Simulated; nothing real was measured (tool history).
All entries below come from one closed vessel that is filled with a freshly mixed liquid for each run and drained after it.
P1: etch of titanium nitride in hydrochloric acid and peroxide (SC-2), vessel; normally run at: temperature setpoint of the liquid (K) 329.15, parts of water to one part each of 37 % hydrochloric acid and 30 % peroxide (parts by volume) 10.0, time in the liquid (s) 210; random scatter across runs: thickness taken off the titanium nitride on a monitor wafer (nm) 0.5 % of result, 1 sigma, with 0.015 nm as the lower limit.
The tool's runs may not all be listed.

| run | hour | temperature setpoint of the liquid (K) | parts of water to one part each of 37 % hydrochloric acid and 30 % peroxide (parts by volume) | time in the liquid (s) | hours since the thermometer was replaced | hours since the chemicals flow meter was replaced | hours since the drum of peroxide was connected | thickness taken off the titanium nitride on a monitor wafer (nm) |
|---|---|---|---|---|---|---|---|---|
| 1 | 2.1 | 329.15 | 10.0 | 210 | 608.6 | 256.0 | 120.4 | 9.8114 |
| 2 | 5.8 | 329.15 | 17.0 | 210 | 612.3 | 259.7 | 124.1 | 6.1974 |
| 3 | 9.2 | 329.15 | 4.0 | 210 | 615.7 | 263.1 | 127.5 | 19.5970 |
| 4 | 11.2 | 329.15 | 10.0 | 210 | 617.7 | 265.1 | 129.5 | 9.8923 |
| 5 | 13.8 | 329.15 | 10.0 | 400 | 620.3 | 267.7 | 132.1 | 18.6670 |
| 6 | 17.7 | 329.15 | 10.0 | 210 | 624.2 | 271.6 | 136.0 | 9.8512 |
| 7 | 20.3 | 329.15 | 10.0 | 210 | 626.8 | 274.2 | 138.6 | 9.8742 |
| 8 | 23.3 | 329.15 | 5.5 | 30 | 629.8 | 277.2 | 141.6 | 2.2376 |
| 9 | 26.8 | 329.15 | 10.0 | 210 | 633.3 | 280.7 | 145.1 | 9.7798 |
| 10 | 29.4 | 329.15 | 10.0 | 80 | 635.9 | 283.3 | 147.7 | 3.7617 |
| 11 | 33.0 | 329.15 | 10.0 | 210 | 639.5 | 286.9 | 151.3 | 9.8116 |
| 12 | 35.0 | 329.15 | 10.0 | 210 | 641.5 | 288.9 | 153.3 | 9.8094 |
| 13 | 37.0 | 312.65 | 10.0 | 210 | 643.5 | 290.9 | 155.3 | 3.2137 |
| 14 | 40.8 | 342.15 | 10.0 | 210 | 647.3 | 294.7 | 159.1 | 21.8090 |
| 15 | 43.0 | 329.15 | 10.0 | 210 | 649.5 | 296.9 | 161.3 | 9.7873 |
| 16 | 46.2 | 329.15 | 10.0 | 210 | 652.7 | 300.1 | 164.5 | 10.0480 |
| 17 | 49.5 | 329.15 | 10.0 | 210 | 656.0 | 303.4 | 167.8 | 10.2070 |
| 18 | 51.7 | 329.15 | 10.0 | 210 | 658.2 | 305.6 | 170.0 | 10.3080 |
| 19 | 54.8 | 329.15 | 10.0 | 210 | 661.3 | 308.7 | 173.1 | 10.4460 |
| 20 | 57.9 | 329.15 | 10.0 | 210 | 664.4 | 311.8 | 176.2 | 10.2890 |
| 21 | 62.2 | 329.15 | 10.0 | 210 | 668.7 | 316.1 | 180.5 | 10.4750 |
| 22 | 64.8 | 329.15 | 10.0 | 210 | 671.3 | 318.7 | 183.1 | 10.5210 |
| 23 | 68.0 | 329.15 | 10.0 | 210 | 674.5 | 321.9 | 186.3 | 10.5850 |
| 24 | 71.3 | 329.15 | 10.0 | 210 | 677.8 | 325.2 | 189.6 | 10.5160 |

The log shows P1 creeping away from where it was. Any of the 2 causes listed here, at the size stated for it, fits the log just as well as the others:
A: liquid hotter than its thermometer reads (K) = 1.05
B: chemicals flow above the setpoint (%) = 8.44
The onset of the drift is placed at about hour 43.0.
Every other cause this tool's parts could produce, and why it does not fit the log:
peroxide weaker than its label (%): can reach only 8, and even then thickness taken off the titanium nitride on a monitor wafer (nm) would move by -7.4 %, too little or the wrong way

The 4 check runs listed below each average the results of 5 wafers, and their outcomes are marked with question marks. Under which run would the listed causes produce clearly different results?
| check 1 | 74.6 | 329.15 | 10.0 | 95 |  |  |  | ? |
| check 2 | 74.6 | 314.65 | 4.0 | 210 |  |  |  | ? |
| check 3 | 74.6 | 338.15 | 10.0 | 395 |  |  |  | ? |
| check 4 | 74.6 | 342.15 | 10.0 | 285 |  |  |  | ? |

Outcome of each check run for each possible cause:
| check | result | if A | if B |
|---|---|---|---|
| check 1 | thickness taken off the titanium nitride on a monitor wafer (nm) | 4.7466 | 4.7455 |
| check 2 | thickness taken off the titanium nitride on a monitor wafer (nm) | 7.9671 | 7.8064 |
| check 3 | thickness taken off the titanium nitride on a monitor wafer (nm) | 34.5330 | 34.6470 |
| check 4 | thickness taken off the titanium nitride on a monitor wafer (nm) | 31.6510 | 31.8020 |
Smallest distance between any two causes, each pair judged by its most separating result, in per cent: check 1 0.02 %; check 2 2.04 %; check 3 0.33 %; check 4 0.48 %
Of the check runs offered, only check 2 discriminates between the causes; the rest would read about the same regardless of which cause applies.

Here is what check 2 returned: thickness taken off the titanium nitride on a monitor wafer (nm) 7.9845. Which cause is it?

It was cause A: liquid hotter than its thermometer reads (K).
